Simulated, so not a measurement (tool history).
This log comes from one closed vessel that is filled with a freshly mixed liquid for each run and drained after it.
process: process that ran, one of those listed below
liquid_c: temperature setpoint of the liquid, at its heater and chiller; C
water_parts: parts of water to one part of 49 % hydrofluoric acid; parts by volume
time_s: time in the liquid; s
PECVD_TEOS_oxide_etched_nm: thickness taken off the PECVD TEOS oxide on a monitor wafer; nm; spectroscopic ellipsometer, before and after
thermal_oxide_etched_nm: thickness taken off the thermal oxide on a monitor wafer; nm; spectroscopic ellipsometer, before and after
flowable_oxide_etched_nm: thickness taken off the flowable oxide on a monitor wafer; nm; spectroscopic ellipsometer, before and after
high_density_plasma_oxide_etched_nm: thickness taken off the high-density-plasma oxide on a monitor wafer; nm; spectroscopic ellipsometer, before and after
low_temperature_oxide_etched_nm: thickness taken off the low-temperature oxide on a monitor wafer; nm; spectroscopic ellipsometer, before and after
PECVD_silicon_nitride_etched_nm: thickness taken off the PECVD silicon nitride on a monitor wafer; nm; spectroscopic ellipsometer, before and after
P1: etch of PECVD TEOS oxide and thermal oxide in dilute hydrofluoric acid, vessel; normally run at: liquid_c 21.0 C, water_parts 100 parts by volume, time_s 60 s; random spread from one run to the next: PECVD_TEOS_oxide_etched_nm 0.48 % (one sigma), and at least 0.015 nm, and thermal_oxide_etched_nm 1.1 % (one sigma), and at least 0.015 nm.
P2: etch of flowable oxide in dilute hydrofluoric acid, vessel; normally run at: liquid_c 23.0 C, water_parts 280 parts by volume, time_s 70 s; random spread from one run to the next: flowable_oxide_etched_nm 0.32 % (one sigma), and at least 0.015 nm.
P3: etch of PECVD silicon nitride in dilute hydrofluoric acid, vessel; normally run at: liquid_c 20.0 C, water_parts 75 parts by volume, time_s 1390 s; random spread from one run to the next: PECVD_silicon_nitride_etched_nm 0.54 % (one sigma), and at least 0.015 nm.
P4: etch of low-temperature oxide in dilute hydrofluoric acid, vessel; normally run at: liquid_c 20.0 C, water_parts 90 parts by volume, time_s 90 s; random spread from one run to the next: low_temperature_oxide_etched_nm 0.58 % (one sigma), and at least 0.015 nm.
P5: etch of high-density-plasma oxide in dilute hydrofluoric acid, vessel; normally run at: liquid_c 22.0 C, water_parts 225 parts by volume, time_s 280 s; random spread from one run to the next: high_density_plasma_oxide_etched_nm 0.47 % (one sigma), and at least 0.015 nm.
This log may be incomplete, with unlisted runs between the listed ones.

run   hour  process  liquid_c  water_parts  time_s  hours since the thermometer was replaced  hours since the hydrofluoric acid flow meter was replaced  PECVD_TEOS_oxide_etched_nm  thermal_oxide_etched_nm  flowable_oxide_etched_nm  high_density_plasma_oxide_etched_nm  low_temperature_oxide_etched_nm  PECVD_silicon_nitride_etched_nm
  1    9.2       P1      21.0          100      60                                    1758.0                                                     1431.1                      9.4261                  2.50290
  2   16.4       P1      17.0          100      60                                    1765.2                                                     1438.3                      8.0161                  2.04220
  3   30.8       P2      23.0           55      70                                    1779.6                                                     1452.7                                                                        49.9240
  4   42.8       P1      21.0          100      95                                    1791.6                                                     1464.7                     14.9390                  3.90010
  5   50.7       P1      21.0          100      60                                    1799.5                                                     1472.6                      9.4823                  2.42570
  6   61.9       P1      21.0          100      60                                    1810.7                                                     1483.8                      9.5806                  2.47090
  7   70.8       P1      21.0          170      60                                    1819.6                                                     1492.7                      5.2127                  1.36260
  8   86.0       P1      21.0          100      60                                    1834.8                                                     1507.9                      9.4381                  2.44810
  9   94.6       P2      23.0          280      30                                    1843.4                                                     1516.5                                                                         3.2795
 10  109.5       P5      22.0          225     445                                    1858.3                                                     1531.4                                                                                                              9.1207
 11  117.5       P4      17.0           90      90                                    1866.3                                                     1539.4                                                                                                                                               21.143
 12  127.6       P1      21.0          140      90                                    1876.4                                                     1549.5                      9.7498                  2.51900
 13  138.7       P2      23.0          280      70                                    1887.5                                                     1560.6                                                                         7.5942
 14  153.2       P1      26.5          100      60                                    1902.0                                                     1575.1                     11.8970                  3.04340
 15  163.7       P5      22.0           80     280                                    1912.5                                                     1585.6                                                                                                             19.0540
 16  174.9       P3      20.0           75    1390                                    1923.7                                                     1596.8                                                                                                                                                                                52.901
     175.7  -- thermometer replaced
 17  183.2       P3      20.0           75    2360                                       7.6                                                     1605.1                                                                                                                                                                                89.532
 18  194.4       P4      20.0           90     145                                      18.8                                                     1616.3                                                                                                                                               38.082
 19  202.1       P2      17.0          280      70                                      26.5                                                     1624.0                                                                         6.1010
 20  209.8       P4      20.0           25      90                                      34.2                                                     1631.7                                                                                                                                               92.224
 21  223.1       P4      20.0           90      90                                      47.5                                                     1645.0                                                                                                                                               23.679
 22  231.1       P3      25.5           75    1390                                      55.5                                                     1653.0                                                                                                                                                                                76.506
 23  242.8       P3      20.0           75    1390                                      67.2                                                     1664.7                                                                                                                                                                                52.655
 24  256.4       P1      21.0           65     100                                      80.8                                                     1678.3                     25.3490                  6.54230
 25  270.8       P1      21.0          100      30                                      95.2                                                     1692.7                      4.7994                  1.23130
 26  281.1       P1      21.0           50      60                                     105.5                                                     1703.0                     19.9370                  5.22490
 27  292.1       P4      20.0           90      90                                     116.5                                                     1714.0                                                                                                                                               23.775
 28  302.6       P5      17.0          225     280                                     127.0                                                     1724.5                                                                                                              4.7407
 29  317.9       P1      21.0          165      30                                     142.3                                                     1739.8                      2.6597                  0.71582
 30  328.1       P5      22.0          225     280                                     152.5                                                     1750.0                                                                                                              5.7777
 31  339.5       P3      20.0          140    1390                                     163.9                                                     1761.4                                                                                                                                                                                28.873
 32  355.1       P1      21.0          100      60                                     179.5                                                     1777.0                      9.4970                  2.47350
 33  370.5       P1      21.0          100      60                                     194.9                                                     1792.4                      9.4794                  2.44440
 34  380.6       P1      21.0          100      60                                     205.0                                                     1802.5                      9.7067                  2.58460
 35  389.4       P1      21.0          100      60                                     213.8                                                     1811.3                      9.8785                  2.59240
 36  396.4       P1      21.0          100      60                                     220.8                                                     1818.3                      9.8255                  2.60150
 37  408.3       P1      21.0          100      60                                     232.7                                                     1830.2                      9.9751                  2.61550
 38  421.1       P1      21.0          100      60                                     245.5                                                     1843.0                     10.1170                  2.61510
 39  436.4       P1      21.0          100      60                                     260.8                                                     1858.3                     10.0810                  2.61550
 40  447.2       P1      21.0          100      60                                     271.6                                                     1869.1                     10.1130                  2.64430
 41  459.2       P1      21.0          100      60                                     283.6                                                     1881.1                     10.1560                  2.61460
 42  471.1       P1      21.0          100      60                                     295.5                                                     1893.0                     10.1640                  2.66280

What P1 gives has crept away from where it was. These 2 causes fit the log equally well, each at the size given:
A: liquid hotter than its thermometer reads (K) = 1.68
B: hydrofluoric acid flow above the setpoint (%) = 6.28
The onset of the drift is placed at about hour 370.5.

Below are 4 check runs, each on a single wafer, with their results shown as question marks. Which of them would tell the listed causes apart, meaning the causes would give clearly different results under it?
check 1  483.0       P4      20.0           50      90                                                                                                                                                                                                                                                         ?
check 2  483.0       P5      22.0          120     430                                                                                                                                                                                                                        ?
check 3  483.0       P2      18.5          195      70                                                                                                                                                                                   ?
check 4  483.0       P3      20.0          115    1390                                                                                                                                                                                                                                                                                          ?

Expected result of each check under each candidate cause:
  check                               result     if A     if B
check 1      low_temperature_oxide_etched_nm   48.212   47.898
check 2  high_density_plasma_oxide_etched_nm  19.7850  19.8380
check 3             flowable_oxide_etched_nm  10.7370  10.8060
check 4      PECVD_silicon_nitride_etched_nm   38.919   36.894
Per-check spread between the two closest causes, in the result where they differ most: check 1 0.65 %; check 2 0.27 %; check 3 0.64 %; check 4 5.35 %
The other checks would show nearly matching results whichever cause is true, so check 4 is the only one that separates the causes.

Check 4 was carried out, with these results: PECVD_silicon_nitride_etched_nm 38.828 nm. Which of the listed causes is responsible?

The correct cause is A, namely: liquid hotter than its thermometer reads (K).

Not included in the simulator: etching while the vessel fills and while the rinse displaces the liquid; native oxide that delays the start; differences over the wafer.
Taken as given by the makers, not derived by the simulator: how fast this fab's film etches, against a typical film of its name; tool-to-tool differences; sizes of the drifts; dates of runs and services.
